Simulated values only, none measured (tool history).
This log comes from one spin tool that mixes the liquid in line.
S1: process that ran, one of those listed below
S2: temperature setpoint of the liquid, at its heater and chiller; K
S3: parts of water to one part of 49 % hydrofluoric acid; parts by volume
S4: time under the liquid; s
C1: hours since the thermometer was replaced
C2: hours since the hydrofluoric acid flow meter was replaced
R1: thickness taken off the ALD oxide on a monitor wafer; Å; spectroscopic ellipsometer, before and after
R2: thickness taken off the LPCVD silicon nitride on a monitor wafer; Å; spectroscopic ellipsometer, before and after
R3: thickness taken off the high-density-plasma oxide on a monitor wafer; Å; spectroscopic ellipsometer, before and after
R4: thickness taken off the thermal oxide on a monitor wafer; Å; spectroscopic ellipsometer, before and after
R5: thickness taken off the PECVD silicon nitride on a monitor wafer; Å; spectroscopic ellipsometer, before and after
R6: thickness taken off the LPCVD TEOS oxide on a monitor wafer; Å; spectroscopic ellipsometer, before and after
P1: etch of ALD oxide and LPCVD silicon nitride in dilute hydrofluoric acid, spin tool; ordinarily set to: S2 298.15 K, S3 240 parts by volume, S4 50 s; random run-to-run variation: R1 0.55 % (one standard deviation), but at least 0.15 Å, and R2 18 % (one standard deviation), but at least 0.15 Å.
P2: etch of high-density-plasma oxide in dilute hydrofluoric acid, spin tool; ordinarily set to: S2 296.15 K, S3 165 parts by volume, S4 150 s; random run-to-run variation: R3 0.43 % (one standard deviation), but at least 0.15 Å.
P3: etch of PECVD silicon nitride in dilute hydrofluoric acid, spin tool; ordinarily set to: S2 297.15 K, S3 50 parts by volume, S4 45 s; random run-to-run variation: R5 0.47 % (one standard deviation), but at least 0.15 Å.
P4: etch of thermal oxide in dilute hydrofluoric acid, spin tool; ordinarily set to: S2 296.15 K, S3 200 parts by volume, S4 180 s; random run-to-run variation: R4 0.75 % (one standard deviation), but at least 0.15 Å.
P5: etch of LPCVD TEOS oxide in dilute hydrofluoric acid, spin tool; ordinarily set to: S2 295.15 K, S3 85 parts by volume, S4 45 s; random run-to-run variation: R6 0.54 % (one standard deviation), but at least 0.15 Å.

Run 1, hour 5.7: S1 P1, S2 298.15 K, S3 240 parts by volume, S4 50 s; C1 684.4; C2 1274.2. Result: R1 48.075 Å, R2 0.89107 Å.
Run 2, hour 10.3: S1 P1, S2 292.65 K, S3 240 parts by volume, S4 15 s; C1 689; C2 1278.8. Result: R1 11.751 Å, R2 0.36856 Å.
Run 3, hour 15.7: S1 P1, S2 298.15 K, S3 430 parts by volume, S4 50 s; C1 694.4; C2 1284.2. Result: R1 22.391 Å, R2 0.71109 Å.
Run 4, hour 22.7: S1 P1, S2 298.15 K, S3 240 parts by volume, S4 15 s; C1 701.4; C2 1291.2. Result: R1 14.167 Å, R2 0.52202 Å.
Run 5, hour 28.5: S1 P2, S2 296.15 K, S3 165 parts by volume, S4 150 s; C1 707.2; C2 1297. Result: R3 64.917 Å.
Run 6, hour 37: S1 P2, S2 296.15 K, S3 165 parts by volume, S4 285 s; C1 715.7; C2 1305.5. Result: R3 123.63 Å.
Run 7, hour 42.5: S1 P1, S2 291.15 K, S3 155 parts by volume, S4 50 s; C1 721.2; C2 1311. Result: R1 61.422 Å, R2 0.99153 Å.
Run 8, hour 50.8: S1 P4, S2 296.15 K, S3 200 parts by volume, S4 180 s; C1 729.5; C2 1319.3. Result: R4 35.147 Å.
Run 9, hour 56.5: S1 P3, S2 297.15 K, S3 20 parts by volume, S4 45 s; C1 735.2; C2 1325. Result: R5 123.16 Å.
Run 10, hour 60.9: S1 P1, S2 293.65 K, S3 240 parts by volume, S4 50 s; C1 739.6; C2 1329.4. Result: R1 39.934 Å, R2 1.1266 Å.
Run 11, hour 69.3: S1 P3, S2 297.15 K, S3 50 parts by volume, S4 45 s; C1 748; C2 1337.8. Result: R5 50.951 Å.
Run 12, hour 76.4: S1 P1, S2 304.15 K, S3 240 parts by volume, S4 50 s; C1 755.1; C2 1344.9. Result: R1 58.21 Å, R2 2.2321 Å.
Run 13, hour 85.2: S1 P1, S2 298.15 K, S3 240 parts by volume, S4 100 s; C1 763.9; C2 1353.7. Result: R1 94.825 Å, R2 2.462 Å.
Run 14, hour 91.7: S1 P4, S2 296.15 K, S3 200 parts by volume, S4 100 s; C1 770.4; C2 1360.2. Result: R4 19.778 Å.
Run 15, hour 98.9: S1 P3, S2 297.15 K, S3 50 parts by volume, S4 15 s; C1 777.6; C2 1367.4. Result: R5 16.91 Å.
Run 16, hour 103.8: S1 P4, S2 296.15 K, S3 75 parts by volume, S4 180 s; C1 782.5; C2 1372.3. Result: R4 110.63 Å.
Run 17, hour 108: S1 P1, S2 298.15 K, S3 240 parts by volume, S4 50 s; C1 786.7; C2 1376.5. Result: R1 47.596 Å, R2 0.78315 Å.
Run 18, hour 116.3: S1 P2, S2 296.15 K, S3 165 parts by volume, S4 150 s; C1 795; C2 1384.8. Result: R3 64.801 Å.
Run 19, hour 124.7: S1 P2, S2 302.15 K, S3 165 parts by volume, S4 150 s; C1 803.4; C2 1393.2. Result: R3 81.008 Å.
Run 20, hour 132: S1 P5, S2 295.15 K, S3 85 parts by volume, S4 45 s; C1 810.7; C2 1400.5. Result: R6 84.383 Å.
Run 21, hour 139.4: S1 P5, S2 302.65 K, S3 85 parts by volume, S4 45 s; C1 818.1; C2 1407.9. Result: R6 113.14 Å.
Run 22, hour 147.2: S1 P1, S2 298.15 K, S3 240 parts by volume, S4 50 s; C1 825.9; C2 1415.7. Result: R1 47.705 Å, R2 0.76447 Å.
Run 23, hour 155.4: S1 P1, S2 298.15 K, S3 240 parts by volume, S4 50 s; C1 834.1; C2 1423.9. Result: R1 47.293 Å, R2 0.92106 Å.
Run 24, hour 162.4: S1 P2, S2 296.15 K, S3 105 parts by volume, S4 150 s; C1 841.1; C2 1430.9. Result: R3 108.54 Å.
Run 25, hour 169.3: S1 P3, S2 304.15 K, S3 50 parts by volume, S4 45 s; C1 848; C2 1437.8. Result: R5 80.263 Å.
Run 26, hour 174.7: S1 P1, S2 298.15 K, S3 240 parts by volume, S4 50 s; C1 853.4; C2 1443.2. Result: R1 47.212 Å, R2 1.2252 Å.
Run 27, hour 182: S1 P1, S2 298.15 K, S3 100 parts by volume, S4 50 s; C1 860.7; C2 1450.5. Result: R1 133.31 Å, R2 2.7714 Å.
Run 28, hour 188.9: S1 P5, S2 295.15 K, S3 135 parts by volume, S4 45 s; C1 867.6; C2 1457.4. Result: R6 50.43 Å.
Run 29, hour 198.4: S1 P4, S2 290.15 K, S3 200 parts by volume, S4 180 s; C1 877.1; C2 1466.9. Result: R4 28.109 Å.
Run 30, hour 204.8: S1 P5, S2 295.15 K, S3 85 parts by volume, S4 15 s; C1 883.5; C2 1473.3. Result: R6 28.169 Å.
Run 31, hour 213: S1 P1, S2 298.15 K, S3 240 parts by volume, S4 50 s; C1 891.7; C2 1481.5. Result: R1 47.448 Å, R2 0.86735 Å.
Run 32, hour 220.9: S1 P1, S2 298.15 K, S3 240 parts by volume, S4 50 s; C1 899.6; C2 1489.4. Result: R1 47.463 Å, R2 1.4387 Å.
Run 33, hour 229.6: S1 P1, S2 298.15 K, S3 240 parts by volume, S4 50 s; C1 908.3; C2 1498.1. Result: R1 44.723 Å, R2 1.0805 Å.
Run 34, hour 234.8: S1 P1, S2 298.15 K, S3 240 parts by volume, S4 50 s; C1 913.5; C2 1503.3. Result: R1 44.254 Å, R2 0.60149 Å.
Run 35, hour 242.5: S1 P1, S2 298.15 K, S3 240 parts by volume, S4 50 s; C1 921.2; C2 1511. Result: R1 44.06 Å, R2 1.0976 Å.
Run 36, hour 247.4: S1 P1, S2 298.15 K, S3 240 parts by volume, S4 50 s; C1 926.1; C2 1515.9. Result: R1 43.736 Å, R2 1.1727 Å.
Run 37, hour 252.5: S1 P1, S2 298.15 K, S3 240 parts by volume, S4 50 s; C1 931.2; C2 1521. Result: R1 43.574 Å, R2 1.0036 Å.
Run 38, hour 258.6: S1 P1, S2 298.15 K, S3 240 parts by volume, S4 50 s; C1 937.3; C2 1527.1. Result: R1 43.49 Å, R2 1.3802 Å.

Something has made what P1 gives creep away from where it was; the 2 causes below, each at its own stated size, fit the log equally well:
A: hydrofluoric acid flow below the setpoint (%) = 6.49
B: liquid colder than its thermometer reads (K) = 2.34
The onset of the drift is placed at about hour 220.9.

Below are 4 check runs, each on a single wafer, with their results shown as question marks. Which of them would tell the listed causes apart, meaning the causes would give clearly different results under it?
Run check 1, hour 264.7: S1 P2, S2 299.65 K, S3 165 parts by volume, S4 205 s. Result: R3 ?.
Run check 2, hour 264.7: S1 P4, S2 292.65 K, S3 135 parts by volume, S4 180 s. Result: R4 ?.
Run check 3, hour 264.7: S1 P5, S2 301.65 K, S3 85 parts by volume, S4 15 s. Result: R6 ?.
Run check 4, hour 264.7: S1 P3, S2 302.15 K, S3 20 parts by volume, S4 45 s. Result: R5 ?.

How each check would come out, cause by cause:
  check  result    if A    if B
check 1      R3  93.337  92.711
check 2      R4  45.805  44.959
check 3      R6  33.742  33.216
check 4      R5  161.55  147.38
Per-check spread between the two closest causes, in the result where they differ most: check 1 0.67 %; check 2 1.86 %; check 3 1.57 %; check 4 9.18 %
The causes can be told apart only by check 4. The other checks would give nearly the same results under each of them.

After running check 4, the following was obtained: R5 160.44 Å. Which cause does this point to?

A is the cause: hydrofluoric acid flow below the setpoint (%).

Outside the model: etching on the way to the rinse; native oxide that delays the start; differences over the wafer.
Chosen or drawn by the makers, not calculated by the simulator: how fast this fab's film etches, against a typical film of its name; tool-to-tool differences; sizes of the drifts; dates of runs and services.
